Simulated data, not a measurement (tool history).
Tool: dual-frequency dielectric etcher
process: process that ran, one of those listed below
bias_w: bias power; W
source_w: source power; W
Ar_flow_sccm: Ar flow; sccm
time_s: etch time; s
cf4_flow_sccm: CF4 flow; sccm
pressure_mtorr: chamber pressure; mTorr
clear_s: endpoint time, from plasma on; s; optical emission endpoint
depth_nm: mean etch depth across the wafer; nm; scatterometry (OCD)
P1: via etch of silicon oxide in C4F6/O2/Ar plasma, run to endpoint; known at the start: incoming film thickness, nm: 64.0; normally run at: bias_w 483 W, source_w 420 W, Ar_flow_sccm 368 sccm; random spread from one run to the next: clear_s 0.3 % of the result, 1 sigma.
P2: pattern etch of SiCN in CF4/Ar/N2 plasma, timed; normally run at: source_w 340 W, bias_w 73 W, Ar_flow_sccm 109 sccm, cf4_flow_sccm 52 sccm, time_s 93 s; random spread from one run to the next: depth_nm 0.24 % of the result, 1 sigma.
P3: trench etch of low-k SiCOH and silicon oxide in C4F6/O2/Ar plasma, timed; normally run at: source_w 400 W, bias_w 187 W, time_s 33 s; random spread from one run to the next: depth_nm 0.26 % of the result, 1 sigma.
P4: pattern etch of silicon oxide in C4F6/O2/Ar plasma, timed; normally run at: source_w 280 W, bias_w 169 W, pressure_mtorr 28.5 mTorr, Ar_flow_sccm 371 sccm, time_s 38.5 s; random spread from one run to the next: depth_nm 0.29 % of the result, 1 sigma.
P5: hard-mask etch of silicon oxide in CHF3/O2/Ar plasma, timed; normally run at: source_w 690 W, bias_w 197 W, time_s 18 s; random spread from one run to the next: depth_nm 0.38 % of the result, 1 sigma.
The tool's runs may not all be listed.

{"run": 1, "hour": 12.8, "process": "P1", "bias_w": 483, "source_w": 420, "Ar_flow_sccm": 368, "clear_s": 14.353}
{"run": 2, "hour": 19.7, "process": "P1", "bias_w": 483, "source_w": 420, "Ar_flow_sccm": 368, "clear_s": 14.276}
{"run": 3, "hour": 34.5, "process": "P5", "bias_w": 197, "source_w": 690, "time_s": 18, "depth_nm": 38.978}
{"run": 4, "hour": 46.5, "process": "P1", "bias_w": 483, "source_w": 420, "Ar_flow_sccm": 439, "clear_s": 14.635}
{"run": 5, "hour": 60.0, "process": "P5", "bias_w": 244, "source_w": 690, "time_s": 18, "depth_nm": 42.078}
{"run": 6, "hour": 69.8, "process": "P1", "bias_w": 483, "source_w": 420, "Ar_flow_sccm": 368, "clear_s": 14.371}
{"run": 7, "hour": 81.6, "process": "P5", "bias_w": 197, "source_w": 690, "time_s": 10, "depth_nm": 21.911}
{"run": 8, "hour": 92.4, "process": "P2", "bias_w": 97, "source_w": 340, "Ar_flow_sccm": 109, "time_s": 93, "cf4_flow_sccm": 52, "depth_nm": 66.182}
{"run": 9, "hour": 106.7, "process": "P1", "bias_w": 323, "source_w": 420, "Ar_flow_sccm": 368, "clear_s": 16.507}
{"run": 10, "hour": 121.3, "process": "P1", "bias_w": 483, "source_w": 530, "Ar_flow_sccm": 465, "clear_s": 13.52}
{"run": 11, "hour": 135.6, "process": "P1", "bias_w": 483, "source_w": 420, "Ar_flow_sccm": 368, "clear_s": 14.363}
{"run": 12, "hour": 142.1, "process": "P4", "bias_w": 169, "source_w": 180, "Ar_flow_sccm": 371, "time_s": 38.5, "pressure_mtorr": 28.5, "depth_nm": 84.766}
{"run": 13, "hour": 155.0, "process": "P4", "bias_w": 169, "source_w": 280, "Ar_flow_sccm": 371, "time_s": 38.5, "pressure_mtorr": 28.5, "depth_nm": 100.59}
{"run": 14, "hour": 162.3, "process": "P1", "bias_w": 483, "source_w": 580, "Ar_flow_sccm": 368, "clear_s": 12.713}
{"run": 15, "hour": 169.3, "process": "P2", "bias_w": 73, "source_w": 420, "Ar_flow_sccm": 109, "time_s": 93, "cf4_flow_sccm": 52, "depth_nm": 71.759}
{"run": 16, "hour": 180.1, "process": "P1", "bias_w": 483, "source_w": 420, "Ar_flow_sccm": 368, "clear_s": 14.255}
{"run": 17, "hour": 186.7, "process": "P1", "bias_w": 640, "source_w": 420, "Ar_flow_sccm": 368, "clear_s": 12.859}
{"run": 18, "hour": 198.3, "process": "P1", "bias_w": 483, "source_w": 420, "Ar_flow_sccm": 368, "clear_s": 14.369}
{"run": 19, "hour": 212.7, "process": "P4", "bias_w": 169, "source_w": 280, "Ar_flow_sccm": 488, "time_s": 38.5, "pressure_mtorr": 28.5, "depth_nm": 97.805}
{"run": 20, "hour": 225.5, "process": "P2", "bias_w": 73, "source_w": 340, "Ar_flow_sccm": 109, "time_s": 93, "cf4_flow_sccm": 52, "depth_nm": 59.334}
{"run": 21, "hour": 232.3, "process": "P1", "bias_w": 483, "source_w": 420, "Ar_flow_sccm": 271, "clear_s": 13.745}
{"run": 22, "hour": 242.7, "process": "P2", "bias_w": 73, "source_w": 340, "Ar_flow_sccm": 109, "time_s": 114, "cf4_flow_sccm": 52, "depth_nm": 72.992}
{"run": 23, "hour": 255.0, "process": "P2", "bias_w": 73, "source_w": 340, "Ar_flow_sccm": 75, "time_s": 93, "cf4_flow_sccm": 52, "depth_nm": 62.989}
{"run": 24, "hour": 264.8, "process": "P4", "bias_w": 169, "source_w": 280, "Ar_flow_sccm": 371, "time_s": 38.5, "pressure_mtorr": 38, "depth_nm": 96.856}
{"run": 25, "hour": 279.2, "process": "P3", "bias_w": 247, "source_w": 400, "time_s": 33, "depth_nm": 116.39}
{"run": 26, "hour": 291.1, "process": "P3", "bias_w": 187, "source_w": 400, "time_s": 33, "depth_nm": 106.59}
{"run": 27, "hour": 303.2, "process": "P4", "bias_w": 169, "source_w": 280, "Ar_flow_sccm": 371, "time_s": 47, "pressure_mtorr": 28.5, "depth_nm": 122.63}
{"run": 28, "hour": 315.6, "process": "P3", "bias_w": 187, "source_w": 400, "time_s": 45, "depth_nm": 145.24}
{"run": 29, "hour": 324.4, "process": "P1", "bias_w": 483, "source_w": 290, "Ar_flow_sccm": 368, "clear_s": 16.353}
{"run": 30, "hour": 331.5, "process": "P1", "bias_w": 483, "source_w": 420, "Ar_flow_sccm": 368, "clear_s": 14.333}
{"run": 31, "hour": 338.8, "process": "P5", "bias_w": 197, "source_w": 560, "time_s": 18, "depth_nm": 35.98}
{"run": 32, "hour": 352.6, "process": "P1", "bias_w": 656, "source_w": 310, "Ar_flow_sccm": 368, "clear_s": 14.228}
{"run": 33, "hour": 359.4, "process": "P2", "bias_w": 73, "source_w": 340, "Ar_flow_sccm": 109, "time_s": 93, "cf4_flow_sccm": 52, "depth_nm": 59.571}
{"run": 34, "hour": 372.9, "process": "P4", "bias_w": 100, "source_w": 280, "Ar_flow_sccm": 371, "time_s": 38.5, "pressure_mtorr": 28.5, "depth_nm": 85.708}
{"run": 35, "hour": 380.9, "process": "P3", "bias_w": 187, "source_w": 510, "time_s": 33, "depth_nm": 116.99}
{"run": 36, "hour": 390.6, "process": "P2", "bias_w": 73, "source_w": 340, "Ar_flow_sccm": 109, "time_s": 93, "cf4_flow_sccm": 72, "depth_nm": 62.43}
{"run": 37, "hour": 403.4, "process": "P1", "bias_w": 483, "source_w": 420, "Ar_flow_sccm": 368, "clear_s": 14.365}
{"run": 38, "hour": 417.0, "process": "P1", "bias_w": 483, "source_w": 420, "Ar_flow_sccm": 368, "clear_s": 14.507}
{"run": 39, "hour": 428.6, "process": "P1", "bias_w": 483, "source_w": 420, "Ar_flow_sccm": 368, "clear_s": 14.422}
{"run": 40, "hour": 440.7, "process": "P1", "bias_w": 483, "source_w": 420, "Ar_flow_sccm": 368, "clear_s": 14.526}
{"hour": 444.0, "done": "Ar flow controller replaced"}
{"run": 41, "hour": 454.4, "process": "P1", "bias_w": 483, "source_w": 420, "Ar_flow_sccm": 368, "clear_s": 14.519}
{"hour": 457.8, "done": "wet clean of the chamber"}
{"run": 42, "hour": 467.5, "process": "P1", "bias_w": 483, "source_w": 420, "Ar_flow_sccm": 368, "clear_s": 14.573}
{"run": 43, "hour": 478.8, "process": "P1", "bias_w": 483, "source_w": 420, "Ar_flow_sccm": 368, "clear_s": 14.55}

What P1 gives has crept off from where it sat before. The 2 causes that follow fit the log equally well, each at the size noted:
A: bias power that arrives under what is set, % = 4.02
B: source power that arrives under what is set, % = 4.02
The process output started creeping at around hour 403.4.
Every other cause this tool's parts could produce, and why it does not fit the log:
chamber walls in a state that lowers the etch rate, %: work on it at hour 457.8, done after the drift set in, did not restore what the process gave before
Ar flow that arrives over what is set, %: work on it at hour 444, done after the drift set in, did not restore what the process gave before

4 check runs are offered, one wafer each, their results left as question marks. Which one tells the causes apart?
{"run": "check 1", "hour": 490.1, "process": "P5", "bias_w": 197, "source_w": 690, "time_s": 18, "depth_nm": "?"}
{"run": "check 2", "hour": 490.1, "process": "P3", "bias_w": 187, "source_w": 400, "time_s": 33, "depth_nm": "?"}
{"run": "check 3", "hour": 490.1, "process": "P4", "bias_w": 169, "source_w": 280, "Ar_flow_sccm": 371, "time_s": 38.5, "pressure_mtorr": 28.5, "depth_nm": "?"}
{"run": "check 4", "hour": 490.1, "process": "P2", "bias_w": 73, "source_w": 340, "Ar_flow_sccm": 109, "time_s": 93, "cf4_flow_sccm": 52, "depth_nm": "?"}

What every check run would give for each of its results, assuming each possible cause in turn:
check=check_1 result=depth_nm if_A=38.504 if_B=38.435
check=check_2 result=depth_nm if_A=104.97 if_B=104.66
check=check_3 result=depth_nm if_A=99.267 if_B=98.985
check=check_4 result=depth_nm if_A=58.576 if_B=57.401
Separation of the two closest causes in each check, using whichever result separates them best: check 1 0.18 %; check 2 0.29 %; check 3 0.28 %; check 4 2.03 %
The causes can be told apart only by check 4. The other checks would give nearly the same results under each of them.

With check 4 done, the readings were: depth_nm 57.477 nm. Identify which of the listed causes applies.

It was cause B: source power that arrives under what is set, %.

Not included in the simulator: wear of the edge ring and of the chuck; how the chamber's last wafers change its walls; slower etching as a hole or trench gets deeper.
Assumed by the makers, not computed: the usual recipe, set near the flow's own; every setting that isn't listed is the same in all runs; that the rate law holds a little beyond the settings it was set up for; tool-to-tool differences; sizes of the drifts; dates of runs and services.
